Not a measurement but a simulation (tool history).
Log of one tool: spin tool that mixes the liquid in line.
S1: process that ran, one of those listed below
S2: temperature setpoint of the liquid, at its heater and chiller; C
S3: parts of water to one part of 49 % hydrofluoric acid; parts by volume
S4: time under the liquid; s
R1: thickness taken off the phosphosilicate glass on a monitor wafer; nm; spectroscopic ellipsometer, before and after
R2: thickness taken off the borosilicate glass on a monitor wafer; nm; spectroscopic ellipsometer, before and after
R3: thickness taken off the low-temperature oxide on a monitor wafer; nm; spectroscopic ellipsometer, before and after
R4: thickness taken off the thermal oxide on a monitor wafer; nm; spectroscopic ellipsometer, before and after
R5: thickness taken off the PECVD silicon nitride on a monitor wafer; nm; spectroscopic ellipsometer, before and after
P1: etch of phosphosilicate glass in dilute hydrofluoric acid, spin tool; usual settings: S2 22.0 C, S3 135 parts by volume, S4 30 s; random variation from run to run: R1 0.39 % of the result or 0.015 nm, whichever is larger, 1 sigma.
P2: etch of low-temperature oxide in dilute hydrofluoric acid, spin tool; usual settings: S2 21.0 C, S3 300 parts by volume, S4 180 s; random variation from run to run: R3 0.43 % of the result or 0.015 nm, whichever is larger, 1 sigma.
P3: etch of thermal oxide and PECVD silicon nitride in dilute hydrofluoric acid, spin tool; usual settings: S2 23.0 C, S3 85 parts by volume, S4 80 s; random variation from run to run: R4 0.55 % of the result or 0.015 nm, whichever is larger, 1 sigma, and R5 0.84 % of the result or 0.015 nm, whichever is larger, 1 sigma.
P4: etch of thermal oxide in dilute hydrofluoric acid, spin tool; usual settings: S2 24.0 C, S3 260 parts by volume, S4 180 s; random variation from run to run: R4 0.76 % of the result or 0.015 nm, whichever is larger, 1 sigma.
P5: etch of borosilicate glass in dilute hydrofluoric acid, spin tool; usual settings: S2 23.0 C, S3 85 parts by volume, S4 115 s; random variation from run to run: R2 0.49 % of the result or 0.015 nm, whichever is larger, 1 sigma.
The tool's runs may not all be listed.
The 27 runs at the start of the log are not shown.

Run 28, hour 348.6: S1 P1, S2 18.0 C, S3 205 parts by volume, S4 30 s. Result: R1 14.089 nm.
Run 29, hour 362.3: S1 P1, S2 17.0 C, S3 135 parts by volume, S4 30 s. Result: R1 22.104 nm.
Run 30, hour 370.5: S1 P1, S2 28.0 C, S3 135 parts by volume, S4 30 s. Result: R1 34.072 nm.
Run 31, hour 378.7: S1 P1, S2 22.0 C, S3 135 parts by volume, S4 30 s. Result: R1 27.080 nm.
Run 32, hour 386.5: S1 P1, S2 22.0 C, S3 135 parts by volume, S4 30 s. Result: R1 26.523 nm.
Run 33, hour 396.4: S1 P1, S2 22.0 C, S3 135 parts by volume, S4 30 s. Result: R1 25.914 nm.
Run 34, hour 409.5: S1 P1, S2 22.0 C, S3 135 parts by volume, S4 30 s. Result: R1 25.598 nm.
Run 35, hour 418.6: S1 P1, S2 22.0 C, S3 135 parts by volume, S4 30 s. Result: R1 25.274 nm.
Run 36, hour 429.2: S1 P1, S2 22.0 C, S3 135 parts by volume, S4 30 s. Result: R1 25.210 nm.
Run 37, hour 442.6: S1 P1, S2 22.0 C, S3 135 parts by volume, S4 30 s. Result: R1 25.114 nm.
Run 38, hour 457.5: S1 P1, S2 22.0 C, S3 135 parts by volume, S4 30 s. Result: R1 25.065 nm.
Run 39, hour 474.5: S1 P1, S2 22.0 C, S3 135 parts by volume, S4 30 s. Result: R1 25.024 nm.

For run 40, what comes out?
Run 40, hour 489.6: S1 P1, S2 22.0 C, S3 135 parts by volume, S4 30 s. Result: R1 ?.

Run 40 came out at R1 24.923 nm.
